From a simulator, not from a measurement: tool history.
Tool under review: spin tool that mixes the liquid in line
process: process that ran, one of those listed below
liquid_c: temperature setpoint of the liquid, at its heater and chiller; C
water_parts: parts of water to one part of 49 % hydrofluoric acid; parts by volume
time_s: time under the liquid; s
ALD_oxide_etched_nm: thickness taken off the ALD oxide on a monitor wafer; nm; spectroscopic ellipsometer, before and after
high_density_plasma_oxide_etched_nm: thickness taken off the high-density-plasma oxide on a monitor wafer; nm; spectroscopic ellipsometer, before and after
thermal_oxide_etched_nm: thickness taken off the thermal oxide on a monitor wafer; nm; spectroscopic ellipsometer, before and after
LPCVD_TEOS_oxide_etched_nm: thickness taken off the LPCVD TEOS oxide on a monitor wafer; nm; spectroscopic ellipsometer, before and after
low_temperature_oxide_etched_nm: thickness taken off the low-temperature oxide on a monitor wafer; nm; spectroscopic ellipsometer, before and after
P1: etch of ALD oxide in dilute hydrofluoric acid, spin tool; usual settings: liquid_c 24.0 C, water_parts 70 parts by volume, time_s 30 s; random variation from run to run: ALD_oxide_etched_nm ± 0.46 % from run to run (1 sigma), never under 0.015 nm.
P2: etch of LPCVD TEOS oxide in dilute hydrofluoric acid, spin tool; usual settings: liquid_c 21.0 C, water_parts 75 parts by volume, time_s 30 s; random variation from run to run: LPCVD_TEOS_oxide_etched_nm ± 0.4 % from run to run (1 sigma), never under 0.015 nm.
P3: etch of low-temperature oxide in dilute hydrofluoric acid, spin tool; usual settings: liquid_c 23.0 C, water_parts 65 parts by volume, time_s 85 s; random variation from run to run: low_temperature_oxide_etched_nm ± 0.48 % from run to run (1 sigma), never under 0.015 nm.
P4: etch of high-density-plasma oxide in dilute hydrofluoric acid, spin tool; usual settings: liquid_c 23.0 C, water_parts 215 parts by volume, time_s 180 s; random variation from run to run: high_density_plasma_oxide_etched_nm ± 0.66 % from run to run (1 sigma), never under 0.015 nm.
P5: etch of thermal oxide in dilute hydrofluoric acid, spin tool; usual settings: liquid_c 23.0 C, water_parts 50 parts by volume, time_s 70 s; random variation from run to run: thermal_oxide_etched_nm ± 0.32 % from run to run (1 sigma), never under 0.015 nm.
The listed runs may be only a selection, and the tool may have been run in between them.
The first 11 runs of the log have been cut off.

run   hour  process  liquid_c  water_parts  time_s  hours since the thermometer was replaced  hours since the hydrofluoric acid flow meter was replaced  ALD_oxide_etched_nm  high_density_plasma_oxide_etched_nm  thermal_oxide_etched_nm  LPCVD_TEOS_oxide_etched_nm  low_temperature_oxide_etched_nm
 12   44.1       P2      17.0           75      30                                    1285.8                                                      318.5                                                                                                        10.3260
 13   46.9       P2      21.0           75      30                                    1288.6                                                      321.3                                                                                                        12.1980
 14   51.9       P2      21.0           75      30                                    1293.6                                                      326.3                                                                                                        12.1530
 15   54.8       P2      21.0          135      30                                    1296.5                                                      329.2                                                                                                         6.3121
      57.4  -- thermometer replaced
 16   58.8       P1      24.0           70      30                                       1.5                                                      333.2              14.8610
 17   62.4       P1      24.0           70      15                                       5.1                                                      336.8               7.4309
 18   65.0       P3      28.0           65      85                                       7.7                                                      339.4                                                                                                                                          22.982
 19   67.7       P4      23.0          215     180                                      10.4                                                      342.1                                                    3.9803
      68.8  -- hydrofluoric acid flow meter replaced
 20   70.7       P1      24.0           70      60                                      13.4                                                        1.9              29.6480
 21   73.0       P4      23.0          215     180                                      15.7                                                        4.2                                                    3.9974
 22   76.5       P1      24.0           70      30                                      19.2                                                        7.7              14.8850
 23   81.0       P5      23.0           50     115                                      23.7                                                       12.2                                                                            11.0660
 24   83.6       P3      23.0           90      85                                      26.3                                                       14.8                                                                                                                                          13.172
 25   86.0       P3      23.0           65      85                                      28.7                                                       17.2                                                                                                                                          18.657
 26   90.9       P1      29.5           70      30                                      33.6                                                       22.1              18.4780
 27   94.4       P1      24.0           20      30                                      37.1                                                       25.6              55.9650
 28   99.6       P1      24.0          120      30                                      42.3                                                       30.8               8.0922
 29  103.9       P3      23.0           65     125                                      46.6                                                       35.1                                                                                                                                          27.432
 30  109.2       P1      24.0           70      30                                      51.9                                                       40.4              14.8430
 31  112.2       P1      24.0           70      30                                      54.9                                                       43.4              14.6200
 32  115.1       P1      24.0           70      30                                      57.8                                                       46.3              14.4210
 33  119.3       P1      24.0           70      30                                      62.0                                                       50.5              14.2190
 34  123.6       P1      24.0           70      30                                      66.3                                                       54.8              13.9540
 35  126.2       P1      24.0           70      30                                      68.9                                                       57.4              13.9490
 36  128.7       P1      24.0           70      30                                      71.4                                                       59.9              13.7880

Estimate the outcome of run 37 from the log above:
 37  134.0       P1      24.0           70      30                                      76.7                                                       65.2                    ?

{"run 37": {"ALD_oxide_etched_nm": 13.681}}

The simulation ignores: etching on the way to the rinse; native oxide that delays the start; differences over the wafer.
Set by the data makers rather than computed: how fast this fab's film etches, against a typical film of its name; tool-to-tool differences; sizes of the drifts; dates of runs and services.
